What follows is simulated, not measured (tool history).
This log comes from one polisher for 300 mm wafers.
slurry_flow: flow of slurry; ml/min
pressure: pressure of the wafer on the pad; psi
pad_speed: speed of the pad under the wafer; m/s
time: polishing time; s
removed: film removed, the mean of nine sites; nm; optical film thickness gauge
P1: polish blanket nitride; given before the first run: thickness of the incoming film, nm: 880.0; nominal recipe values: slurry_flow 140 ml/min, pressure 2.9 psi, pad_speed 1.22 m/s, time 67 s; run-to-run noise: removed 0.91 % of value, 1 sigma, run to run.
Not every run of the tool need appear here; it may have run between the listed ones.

Run 1, day 0.317: slurry_flow 140 ml/min, pressure 2.9 psi, pad_speed 1.22 m/s, time 67 s. Result: removed 104.97 nm.
Run 2, day 0.558: slurry_flow 140 ml/min, pressure 2.9 psi, pad_speed 1.92 m/s, time 67 s. Result: removed 149.11 nm.
Run 3, day 0.708: slurry_flow 140 ml/min, pressure 2.9 psi, pad_speed 0.9 m/s, time 67 s. Result: removed 79.551 nm.
Run 4, day 0.896: slurry_flow 140 ml/min, pressure 2.9 psi, pad_speed 1.22 m/s, time 67 s. Result: removed 103.75 nm.
Run 5, day 1.221: slurry_flow 140 ml/min, pressure 2.9 psi, pad_speed 1.22 m/s, time 67 s. Result: removed 103.95 nm.
Run 6, day 1.375: slurry_flow 140 ml/min, pressure 2.9 psi, pad_speed 1.22 m/s, time 99 s. Result: removed 154.53 nm.
Run 7, day 1.667: slurry_flow 140 ml/min, pressure 2.9 psi, pad_speed 1.22 m/s, time 34 s. Result: removed 51.466 nm.
Run 8, day 1.812: slurry_flow 200 ml/min, pressure 2.9 psi, pad_speed 1.22 m/s, time 67 s. Result: removed 106.67 nm.
Run 9, day 2.133: slurry_flow 100 ml/min, pressure 1.3 psi, pad_speed 1.22 m/s, time 67 s. Result: removed 42.265 nm.
Run 10, day 2.425: slurry_flow 140 ml/min, pressure 2.9 psi, pad_speed 1.22 m/s, time 67 s. Result: removed 103.78 nm.
Run 11, day 2.642: slurry_flow 90 ml/min, pressure 2.9 psi, pad_speed 1.22 m/s, time 67 s. Result: removed 94.176 nm.
Run 12, day 2.95: slurry_flow 140 ml/min, pressure 4.5 psi, pad_speed 1.22 m/s, time 67 s. Result: removed 160.75 nm.
Run 13, day 3.1: slurry_flow 140 ml/min, pressure 1.3 psi, pad_speed 1.22 m/s, time 67 s. Result: removed 46.52 nm.
Run 14, day 3.329: slurry_flow 140 ml/min, pressure 2.9 psi, pad_speed 1.22 m/s, time 67 s. Result: removed 103.89 nm.
Run 15, day 3.467: slurry_flow 140 ml/min, pressure 2.9 psi, pad_speed 1.22 m/s, time 67 s. Result: removed 103.09 nm.
Run 16, day 3.642: slurry_flow 140 ml/min, pressure 2.9 psi, pad_speed 1.22 m/s, time 67 s. Result: removed 103.16 nm.
Run 17, day 3.804: slurry_flow 140 ml/min, pressure 2.9 psi, pad_speed 1.22 m/s, time 67 s. Result: removed 101.01 nm.
Run 18, day 4.054: slurry_flow 140 ml/min, pressure 2.9 psi, pad_speed 1.22 m/s, time 67 s. Result: removed 97.497 nm.
Run 19, day 4.342: slurry_flow 140 ml/min, pressure 2.9 psi, pad_speed 1.22 m/s, time 67 s. Result: removed 94.856 nm.
Run 20, day 4.562: slurry_flow 140 ml/min, pressure 2.9 psi, pad_speed 1.22 m/s, time 67 s. Result: removed 94.945 nm.

Run 21, settings as shown, results not yet in. Your forecast:
At day 4.712: head pressure recalibrated.
Run 21, day 4.717: slurry_flow 140 ml/min, pressure 2.9 psi, pad_speed 1.22 m/s, time 67 s. Result: removed ?.

For run 21 the tool returned removed 91.54 nm.
